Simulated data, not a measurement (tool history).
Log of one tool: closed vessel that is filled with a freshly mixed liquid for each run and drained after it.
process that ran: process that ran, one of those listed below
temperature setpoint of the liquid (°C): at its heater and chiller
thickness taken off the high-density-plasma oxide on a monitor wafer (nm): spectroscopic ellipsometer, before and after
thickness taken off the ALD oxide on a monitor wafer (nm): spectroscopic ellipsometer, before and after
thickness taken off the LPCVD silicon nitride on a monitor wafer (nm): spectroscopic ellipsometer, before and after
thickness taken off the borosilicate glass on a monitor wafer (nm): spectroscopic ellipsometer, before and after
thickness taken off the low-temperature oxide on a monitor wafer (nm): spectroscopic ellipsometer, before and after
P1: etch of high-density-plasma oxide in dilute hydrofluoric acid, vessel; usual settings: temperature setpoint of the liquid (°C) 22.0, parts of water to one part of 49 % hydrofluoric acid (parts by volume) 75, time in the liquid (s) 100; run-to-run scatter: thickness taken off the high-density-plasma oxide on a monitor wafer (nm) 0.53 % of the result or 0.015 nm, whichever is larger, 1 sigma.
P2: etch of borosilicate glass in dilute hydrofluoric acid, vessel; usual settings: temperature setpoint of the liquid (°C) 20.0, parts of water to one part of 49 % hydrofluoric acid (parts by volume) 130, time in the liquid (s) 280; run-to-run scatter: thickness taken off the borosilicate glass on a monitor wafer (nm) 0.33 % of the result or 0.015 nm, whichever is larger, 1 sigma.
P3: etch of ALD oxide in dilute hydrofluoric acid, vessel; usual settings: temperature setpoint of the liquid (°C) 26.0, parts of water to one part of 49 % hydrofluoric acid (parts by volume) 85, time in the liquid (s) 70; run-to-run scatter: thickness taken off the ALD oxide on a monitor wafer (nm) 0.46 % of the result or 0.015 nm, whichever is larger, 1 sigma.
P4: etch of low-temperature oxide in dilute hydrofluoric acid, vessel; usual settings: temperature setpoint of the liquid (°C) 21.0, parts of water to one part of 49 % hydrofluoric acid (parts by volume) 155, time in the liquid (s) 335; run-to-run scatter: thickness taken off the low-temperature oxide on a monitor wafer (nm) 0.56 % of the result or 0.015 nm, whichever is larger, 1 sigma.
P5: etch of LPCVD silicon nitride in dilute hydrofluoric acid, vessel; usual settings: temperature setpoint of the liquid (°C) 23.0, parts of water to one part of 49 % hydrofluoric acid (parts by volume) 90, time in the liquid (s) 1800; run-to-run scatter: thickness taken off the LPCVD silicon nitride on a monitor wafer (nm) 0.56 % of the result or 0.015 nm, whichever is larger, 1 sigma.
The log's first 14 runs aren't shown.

run,day,process that ran,temperature setpoint of the liquid (°C),parts of water to one part of 49 % hydrofluoric acid (parts by volume),time in the liquid (s),hours since the thermometer was replaced,hours since the hydrofluoric acid flow meter was replaced,thickness taken off the high-density-plasma oxide on a monitor wafer (nm),thickness taken off the ALD oxide on a monitor wafer (nm),thickness taken off the LPCVD silicon nitride on a monitor wafer (nm),thickness taken off the borosilicate glass on a monitor wafer (nm),thickness taken off the low-temperature oxide on a monitor wafer (nm)
15,2.667,P1,17.0,75,100,991.5,14.1,5.2458,,,,
16,2.858,P1,22.0,35,170,996.1,18.7,24.7360,,,,
17,2.971,P1,22.0,75,35,998.8,21.4,2.2823,,,,
18,3.183,P4,21.0,155,575,1003.9,26.5,,,,,32.981
19,3.296,P5,23.0,90,3175,1006.6,29.2,,,17.1220,,
20,3.433,P1,22.0,20,100,1009.9,32.5,26.3470,,,,
21,3.608,P4,17.0,155,335,1014.1,36.7,,,,,16.144
22,3.775,P3,26.0,85,30,1018.1,40.7,,12.496,,,

Run 23 comes next. What will it give?
23,4.004,P3,26.0,130,70,1023.6,46.2,,?,,,

thickness taken off the ALD oxide on a monitor wafer (nm): 18.035
